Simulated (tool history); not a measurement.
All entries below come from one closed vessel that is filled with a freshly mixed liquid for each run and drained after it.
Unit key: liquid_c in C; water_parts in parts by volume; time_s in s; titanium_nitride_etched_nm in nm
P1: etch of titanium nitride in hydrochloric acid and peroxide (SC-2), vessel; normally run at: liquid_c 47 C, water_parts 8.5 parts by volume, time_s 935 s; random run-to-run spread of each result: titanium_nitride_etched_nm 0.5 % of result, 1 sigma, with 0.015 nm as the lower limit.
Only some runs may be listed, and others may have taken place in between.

run,hour,liquid_c,water_parts,time_s,hours since the thermometer was replaced,hours since the chemicals flow meter was replaced,hours since the drum of peroxide was connected,titanium_nitride_etched_nm
1,2.0,47,8.5,935,799.9,591.4,407.4,27.4020
2,4.1,47,12.0,935,802.0,593.5,409.5,20.6040
3,6.1,47,4.0,935,804.0,595.5,411.5,48.1940
4,8.8,47,8.5,935,806.7,598.2,414.2,27.2910
5,12.9,47,12.5,1460,810.8,602.3,418.3,30.7400
6,16.2,35,8.5,935,814.1,605.6,421.6,11.6860
7,20.5,60,8.5,935,818.4,609.9,425.9,63.7690
8,23.7,47,8.5,935,821.6,613.1,429.1,27.2680
9,26.2,47,8.5,70,824.1,615.6,431.6,2.0625

Run 10 is up next; what results do you expect?
10,29.4,47,8.5,935,827.3,618.8,434.8,?

{"run 10": {"titanium_nitride_etched_nm": 27.383}}
